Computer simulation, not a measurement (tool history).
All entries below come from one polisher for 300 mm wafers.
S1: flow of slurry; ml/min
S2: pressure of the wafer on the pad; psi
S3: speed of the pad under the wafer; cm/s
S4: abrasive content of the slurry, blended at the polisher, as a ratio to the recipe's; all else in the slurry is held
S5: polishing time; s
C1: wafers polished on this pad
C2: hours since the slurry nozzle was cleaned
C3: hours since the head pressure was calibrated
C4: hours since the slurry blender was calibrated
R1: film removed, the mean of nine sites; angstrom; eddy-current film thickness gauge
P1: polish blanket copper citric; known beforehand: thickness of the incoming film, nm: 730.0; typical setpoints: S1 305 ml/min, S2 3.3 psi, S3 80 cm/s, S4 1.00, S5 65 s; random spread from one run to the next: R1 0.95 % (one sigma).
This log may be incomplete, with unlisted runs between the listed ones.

| run | hour | S1 | S2 | S3 | S4 | S5 | C1 | C2 | C3 | C4 | R1 |
|---|---|---|---|---|---|---|---|---|---|---|---|
| 1 | 11.9 | 305 | 3.3 | 80 | 1.00 | 65 | 535 | 275.9 | 272.4 | 349.4 | 1085.50 |
| 2 | 24.0 | 305 | 3.3 | 80 | 1.00 | 65 | 696 | 288.0 | 284.5 | 361.5 | 1100.90 |
| 3 | 31.4 | 305 | 3.3 | 80 | 1.35 | 65 | 794 | 295.4 | 291.9 | 368.9 | 1159.90 |
| 4 | 45.3 | 305 | 3.3 | 122 | 1.00 | 65 | 980 | 309.3 | 305.8 | 382.8 | 1601.50 |
| 5 | 54.0 | 305 | 3.3 | 80 | 1.00 | 65 | 1096 | 318.0 | 314.5 | 391.5 | 1080.60 |
| 6 | 64.2 | 305 | 3.3 | 80 | 1.00 | 65 | 1232 | 328.2 | 324.7 | 401.7 | 1081.30 |
| 7 | 77.9 | 305 | 3.3 | 80 | 0.55 | 65 | 1414 | 341.9 | 338.4 | 415.4 | 962.71 |
| 8 | 85.9 | 420 | 3.3 | 80 | 1.00 | 65 | 1521 | 349.9 | 346.4 | 423.4 | 1111.70 |
| 9 | 96.3 | 305 | 3.3 | 80 | 1.00 | 65 | 1659 | 360.3 | 356.8 | 433.8 | 1079.30 |
|  | 96.6 | head pressure recalibrated |
| 10 | 106.8 | 305 | 3.3 | 80 | 1.00 | 29 | 1799 | 370.8 | 10.2 | 444.3 | 486.46 |
| 11 | 116.9 | 185 | 3.3 | 80 | 1.00 | 65 | 1934 | 380.9 | 20.3 | 454.4 | 1016.80 |
| 12 | 128.5 | 305 | 4.7 | 80 | 1.00 | 89 | 2088 | 392.5 | 31.9 | 466.0 | 2079.20 |
| 13 | 138.1 | 305 | 3.3 | 80 | 1.00 | 65 | 2216 | 402.1 | 41.5 | 475.6 | 1100.50 |
| 14 | 149.1 | 305 | 3.3 | 80 | 1.00 | 91 | 2363 | 413.1 | 52.5 | 486.6 | 1531.20 |
| 15 | 161.8 | 305 | 3.3 | 80 | 1.00 | 65 | 2532 | 425.8 | 65.2 | 499.3 | 1075.90 |
| 16 | 169.0 | 305 | 3.3 | 42 | 1.00 | 65 | 2628 | 433.0 | 72.4 | 506.5 | 587.59 |
| 17 | 178.6 | 305 | 3.3 | 106 | 0.60 | 65 | 2756 | 442.6 | 82.0 | 516.1 | 1278.60 |
| 18 | 189.5 | 305 | 1.5 | 80 | 1.00 | 65 | 2901 | 453.5 | 92.9 | 527.0 | 503.31 |
| 19 | 198.6 | 305 | 4.6 | 80 | 1.00 | 65 | 3023 | 462.6 | 102.0 | 536.1 | 1495.80 |
| 20 | 208.3 | 305 | 3.3 | 80 | 1.00 | 65 | 3152 | 472.3 | 111.7 | 545.8 | 1092.10 |
| 21 | 215.3 | 305 | 3.3 | 80 | 1.00 | 65 | 3245 | 479.3 | 118.7 | 552.8 | 1067.60 |
| 22 | 229.4 | 305 | 3.3 | 80 | 1.00 | 65 | 3433 | 493.4 | 132.8 | 566.9 | 1055.90 |

Forecast run 23:
| 23 | 237.6 | 305 | 3.3 | 80 | 1.00 | 65 | 3542 | 501.6 | 141.0 | 575.1 | ? |

Run 23 yielded R1 1060.10 angstrom.
